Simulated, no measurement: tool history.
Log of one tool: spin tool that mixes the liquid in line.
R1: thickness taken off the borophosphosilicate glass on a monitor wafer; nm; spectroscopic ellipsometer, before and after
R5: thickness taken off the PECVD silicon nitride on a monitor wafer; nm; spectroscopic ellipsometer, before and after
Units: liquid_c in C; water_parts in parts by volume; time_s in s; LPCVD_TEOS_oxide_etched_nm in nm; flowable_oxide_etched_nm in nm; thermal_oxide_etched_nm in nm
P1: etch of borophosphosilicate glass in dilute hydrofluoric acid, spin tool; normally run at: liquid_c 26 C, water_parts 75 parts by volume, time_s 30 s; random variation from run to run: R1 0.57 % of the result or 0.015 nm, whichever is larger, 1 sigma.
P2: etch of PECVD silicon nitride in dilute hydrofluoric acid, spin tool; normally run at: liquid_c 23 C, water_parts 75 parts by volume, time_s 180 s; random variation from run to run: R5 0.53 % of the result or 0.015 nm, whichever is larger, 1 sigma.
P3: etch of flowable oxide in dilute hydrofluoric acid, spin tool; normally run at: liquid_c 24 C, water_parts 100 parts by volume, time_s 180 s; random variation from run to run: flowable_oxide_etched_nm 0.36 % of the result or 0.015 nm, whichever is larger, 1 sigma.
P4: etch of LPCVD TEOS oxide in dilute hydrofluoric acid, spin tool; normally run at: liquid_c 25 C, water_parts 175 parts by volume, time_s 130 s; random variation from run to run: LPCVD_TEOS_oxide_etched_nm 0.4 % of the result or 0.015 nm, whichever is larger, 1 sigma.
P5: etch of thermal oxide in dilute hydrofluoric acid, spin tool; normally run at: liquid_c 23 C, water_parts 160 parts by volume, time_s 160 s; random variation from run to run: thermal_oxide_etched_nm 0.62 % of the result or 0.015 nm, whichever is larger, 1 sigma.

{"run": 1, "hour": 13.6, "process": "P1", "liquid_c": 26, "water_parts": 75, "time_s": 30, "R1": 12.63}
{"run": 2, "hour": 24.7, "process": "P1", "liquid_c": 32, "water_parts": 75, "time_s": 30, "R1": 15.923}
{"run": 3, "hour": 39.3, "process": "P1", "liquid_c": 18, "water_parts": 75, "time_s": 30, "R1": 9.1394}
{"run": 4, "hour": 53.8, "process": "P1", "liquid_c": 26, "water_parts": 75, "time_s": 30, "R1": 12.818}
{"run": 5, "hour": 66.0, "process": "P4", "liquid_c": 25, "water_parts": 175, "time_s": 130, "LPCVD_TEOS_oxide_etched_nm": 11.91}
{"run": 6, "hour": 80.9, "process": "P1", "liquid_c": 26, "water_parts": 75, "time_s": 30, "R1": 12.695}
{"run": 7, "hour": 92.2, "process": "P3", "liquid_c": 24, "water_parts": 100, "time_s": 180, "flowable_oxide_etched_nm": 40.834}
{"run": 8, "hour": 103.1, "process": "P4", "liquid_c": 25, "water_parts": 175, "time_s": 30, "LPCVD_TEOS_oxide_etched_nm": 2.7699}
{"run": 9, "hour": 115.0, "process": "P5", "liquid_c": 23, "water_parts": 160, "time_s": 160, "thermal_oxide_etched_nm": 4.1423}
{"run": 10, "hour": 126.9, "process": "P1", "liquid_c": 26, "water_parts": 75, "time_s": 15, "R1": 6.3463}
{"run": 11, "hour": 136.2, "process": "P4", "liquid_c": 25, "water_parts": 175, "time_s": 130, "LPCVD_TEOS_oxide_etched_nm": 11.925}
{"run": 12, "hour": 151.7, "process": "P1", "liquid_c": 26, "water_parts": 75, "time_s": 30, "R1": 12.698}
{"run": 13, "hour": 161.3, "process": "P5", "liquid_c": 23, "water_parts": 160, "time_s": 160, "thermal_oxide_etched_nm": 4.1357}
{"run": 14, "hour": 174.8, "process": "P1", "liquid_c": 26, "water_parts": 40, "time_s": 55, "R1": 45.673}
{"run": 15, "hour": 189.4, "process": "P1", "liquid_c": 26, "water_parts": 140, "time_s": 30, "R1": 6.2669}
{"run": 16, "hour": 198.4, "process": "P3", "liquid_c": 24, "water_parts": 60, "time_s": 180, "flowable_oxide_etched_nm": 71.426}
{"run": 17, "hour": 214.1, "process": "P5", "liquid_c": 23, "water_parts": 30, "time_s": 160, "thermal_oxide_etched_nm": 25.884}
{"run": 18, "hour": 222.8, "process": "P2", "liquid_c": 19, "water_parts": 75, "time_s": 180, "R5": 2.8835}
{"run": 19, "hour": 231.0, "process": "P1", "liquid_c": 26, "water_parts": 75, "time_s": 30, "R1": 12.615}
{"run": 20, "hour": 238.3, "process": "P3", "liquid_c": 24, "water_parts": 100, "time_s": 25, "flowable_oxide_etched_nm": 5.6544}
{"run": 21, "hour": 253.8, "process": "P3", "liquid_c": 32, "water_parts": 100, "time_s": 180, "flowable_oxide_etched_nm": 54.94}
{"run": 22, "hour": 264.7, "process": "P2", "liquid_c": 23, "water_parts": 20, "time_s": 180, "R5": 13.825}
{"run": 23, "hour": 280.2, "process": "P1", "liquid_c": 26, "water_parts": 30, "time_s": 30, "R1": 33.67}
{"run": 24, "hour": 290.8, "process": "P3", "liquid_c": 24, "water_parts": 100, "time_s": 180, "flowable_oxide_etched_nm": 40.639}
{"run": 25, "hour": 302.5, "process": "P5", "liquid_c": 23, "water_parts": 160, "time_s": 45, "thermal_oxide_etched_nm": 1.1655}
{"run": 26, "hour": 312.6, "process": "P1", "liquid_c": 26, "water_parts": 75, "time_s": 30, "R1": 12.704}
{"run": 27, "hour": 325.2, "process": "P4", "liquid_c": 19, "water_parts": 175, "time_s": 130, "LPCVD_TEOS_oxide_etched_nm": 9.4321}

The next listed run, before its measurement:
{"run": 28, "hour": 337.7, "process": "P4", "liquid_c": 25, "water_parts": 90, "time_s": 130, "LPCVD_TEOS_oxide_etched_nm": "?"}

LPCVD_TEOS_oxide_etched_nm: 25.6300 nm
